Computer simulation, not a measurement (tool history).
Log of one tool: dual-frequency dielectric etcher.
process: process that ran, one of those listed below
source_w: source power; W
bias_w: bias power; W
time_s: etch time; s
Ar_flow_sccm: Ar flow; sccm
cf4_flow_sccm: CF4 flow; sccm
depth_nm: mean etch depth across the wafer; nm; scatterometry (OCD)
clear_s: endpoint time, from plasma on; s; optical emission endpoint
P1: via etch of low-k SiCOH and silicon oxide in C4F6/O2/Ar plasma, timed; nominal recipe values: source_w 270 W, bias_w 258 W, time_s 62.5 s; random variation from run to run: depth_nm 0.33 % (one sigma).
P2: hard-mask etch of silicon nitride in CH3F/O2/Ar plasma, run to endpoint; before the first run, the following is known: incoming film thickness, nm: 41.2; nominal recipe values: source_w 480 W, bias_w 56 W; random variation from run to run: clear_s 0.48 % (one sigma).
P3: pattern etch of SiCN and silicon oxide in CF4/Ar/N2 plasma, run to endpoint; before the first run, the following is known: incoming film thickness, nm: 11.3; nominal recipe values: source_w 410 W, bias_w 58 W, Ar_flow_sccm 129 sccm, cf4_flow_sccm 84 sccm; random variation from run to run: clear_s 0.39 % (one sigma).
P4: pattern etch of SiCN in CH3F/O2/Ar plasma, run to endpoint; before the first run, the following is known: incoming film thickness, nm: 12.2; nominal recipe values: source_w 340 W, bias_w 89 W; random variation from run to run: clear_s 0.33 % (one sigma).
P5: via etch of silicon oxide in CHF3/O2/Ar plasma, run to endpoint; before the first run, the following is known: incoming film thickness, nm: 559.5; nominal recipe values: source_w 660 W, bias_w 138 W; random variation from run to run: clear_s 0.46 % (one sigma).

run   hour  process  source_w  bias_w  time_s  Ar_flow_sccm  cf4_flow_sccm  hours since the last wet clean  hours since the last source power generator calibration  hours since the last bias power generator calibration  depth_nm  clear_s
  1   10.6       P1       270     258    62.5                                                        145.5                                                   1791.5                                                  907.3    159.68
  2   18.9       P4       340     119                                                                153.8                                                   1799.8                                                  915.6             29.359
  3   28.6       P4       340      89                                                                163.5                                                   1809.5                                                  925.3             32.677
  4   39.3       P3       510      58                   129             84                           174.2                                                   1820.2                                                    936             12.611
  5   45.7       P1       200     185    62.5                                                        180.6                                                   1826.6                                                  942.4    128.86
  6   51.7       P1       270     333    62.5                                                        186.6                                                   1832.6                                                  948.4     176.4
  7   59.4       P1       370     258    62.5                                                        194.3                                                   1840.3                                                  956.1    181.12
  8   64.3       P5       390     138                                                                199.2                                                   1845.2                                                    961             369.55
  9   74.4       P2       480      45                                                                209.3                                                   1855.3                                                  971.1             63.466
 10   83.5       P1       270     152    62.5                                                        218.4                                                   1864.4                                                  980.2    134.78
 11   90.8       P3       410      58                   171             84                           225.7                                                   1871.7                                                  987.5              15.99
 12   98.4       P2       480      56                                                                233.3                                                   1879.3                                                  995.1               58.8
 13  103.6       P1       270     258    48.5                                                        238.5                                                   1884.5                                                 1000.3    125.39
 14  113.2       P5       660     138                                                                248.1                                                   1894.1                                                 1009.9             299.43
 15  122.4       P3       410      58                   129             60                           257.3                                                   1903.3                                                 1019.1             16.055
 16  129.2       P1       270     258    62.5                                                        264.1                                                   1910.1                                                 1025.9    160.41
 17  138.3       P2       670      56                                                                273.2                                                   1919.2                                                   1035             51.986
 18  147.2       P4       220      89                                                                282.1                                                   1928.1                                                 1043.9             38.585
 19    158       P3       410      58                   129             84                           292.9                                                   1938.9                                                 1054.7             15.114
 20  168.6       P1       270     258    62.5                                                        303.5                                                   1949.5                                                 1065.3    160.27

Predict the results of run 21:
 21  179.5       P3       410      38                   129             84                           314.4                                                   1960.4                                                 1076.2                  ?

{"run 21": {"clear_s": 17.419}}

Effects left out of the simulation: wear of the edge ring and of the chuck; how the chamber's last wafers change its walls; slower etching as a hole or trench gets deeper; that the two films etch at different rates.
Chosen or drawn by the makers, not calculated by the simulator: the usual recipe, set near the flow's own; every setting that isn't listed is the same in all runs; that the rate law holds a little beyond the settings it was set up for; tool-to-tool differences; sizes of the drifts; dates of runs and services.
